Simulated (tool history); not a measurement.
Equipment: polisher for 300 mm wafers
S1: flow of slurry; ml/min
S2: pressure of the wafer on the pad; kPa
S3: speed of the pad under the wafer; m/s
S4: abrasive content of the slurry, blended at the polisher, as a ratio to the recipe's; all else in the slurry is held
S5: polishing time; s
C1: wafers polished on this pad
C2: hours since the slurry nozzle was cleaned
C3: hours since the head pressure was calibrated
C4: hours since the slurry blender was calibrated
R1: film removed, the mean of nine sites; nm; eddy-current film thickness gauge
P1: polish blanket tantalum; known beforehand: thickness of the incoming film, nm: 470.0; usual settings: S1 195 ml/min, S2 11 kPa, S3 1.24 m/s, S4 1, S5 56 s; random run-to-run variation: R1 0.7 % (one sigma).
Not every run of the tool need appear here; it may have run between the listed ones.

run 1 hour=8.6 | S1=195 S2=11 S3=1.24 S4=1 S5=56 | C1=802 C2=518.6 C3=268.3 C4=259.9 | R1=80.719
run 2 hour=20.6 | S1=195 S2=11 S3=1.24 S4=1 S5=25 | C1=895 C2=530.6 C3=280.3 C4=271.9 | R1=36.254
run 3 hour=29.9 | S1=240 S2=11 S3=1.24 S4=1 S5=26 | C1=967 C2=539.9 C3=289.6 C4=281.2 | R1=38.756
run 4 hour=36 | S1=195 S2=11 S3=0.8 S4=1 S5=56 | C1=1014 C2=546 C3=295.7 C4=287.3 | R1=52.223
run 5 hour=48.1 | S1=195 S2=11 S3=1.24 S4=1.4 S5=56 | C1=1108 C2=558.1 C3=307.8 C4=299.4 | R1=88.203
run 6 hour=60.7 | S1=195 S2=11 S3=1.24 S4=1 S5=56 | C1=1206 C2=570.7 C3=320.4 C4=312 | R1=82.122
run 7 hour=72.3 | S1=195 S2=11 S3=1.24 S4=1 S5=56 | C1=1296 C2=582.3 C3=332 C4=323.6 | R1=81.258
run 8 hour=79 | S1=195 S2=11 S3=1.24 S4=0.6 S5=36 | C1=1348 C2=589 C3=338.7 C4=330.3 | R1=43.766
run 9 hour=92.7 | S1=195 S2=11 S3=1.24 S4=0.6 S5=56 | C1=1454 C2=602.7 C3=352.4 C4=344 | R1=68.625
run 10 hour=103.5 | S1=195 S2=5.5 S3=1.24 S4=1 S5=33 | C1=1538 C2=613.5 C3=363.2 C4=354.8 | R1=23.87
run 11 hour=112.2 | S1=195 S2=11 S3=1.96 S4=1 S5=56 | C1=1606 C2=622.2 C3=371.9 C4=363.5 | R1=129.11
run 12 hour=120.3 | S1=195 S2=11 S3=1.24 S4=1 S5=56 | C1=1668 C2=630.3 C3=380 C4=371.6 | R1=81.698
run 13 hour=132.1 | S1=195 S2=11 S3=1.24 S4=1 S5=56 | C1=1760 C2=642.1 C3=391.8 C4=383.4 | R1=80.645
run 14 hour=141.4 | S1=195 S2=11 S3=1.24 S4=1 S5=56 | C1=1832 C2=651.4 C3=401.1 C4=392.7 | R1=80.983
run 15 hour=154 | S1=195 S2=6.2 S3=1.24 S4=1 S5=56 | C1=1930 C2=664 C3=413.7 C4=405.3 | R1=45.447
-- hour=155.8 head pressure recalibrated
run 16 hour=167.8 | S1=195 S2=17.9 S3=1.24 S4=1 S5=56 | C1=2037 C2=677.8 C3=12.1 C4=419.1 | R1=131.05
run 17 hour=174.1 | S1=115 S2=11 S3=1.24 S4=1 S5=56 | C1=2086 C2=684.1 C3=18.4 C4=425.4 | R1=74.336
run 18 hour=180.2 | S1=195 S2=11 S3=1.24 S4=1 S5=76 | C1=2133 C2=690.2 C3=24.5 C4=431.5 | R1=111.25
run 19 hour=192.7 | S1=305 S2=11 S3=1.24 S4=1 S5=56 | C1=2230 C2=702.7 C3=37 C4=444 | R1=85.158

Run 20 has not been measured yet. What should we expect?
run 20 hour=200.5 | S1=195 S2=11 S3=1.24 S4=1 S5=56 | C1=2291 C2=710.5 C3=44.8 C4=451.8 | R1=?

R1: 81.737 nm

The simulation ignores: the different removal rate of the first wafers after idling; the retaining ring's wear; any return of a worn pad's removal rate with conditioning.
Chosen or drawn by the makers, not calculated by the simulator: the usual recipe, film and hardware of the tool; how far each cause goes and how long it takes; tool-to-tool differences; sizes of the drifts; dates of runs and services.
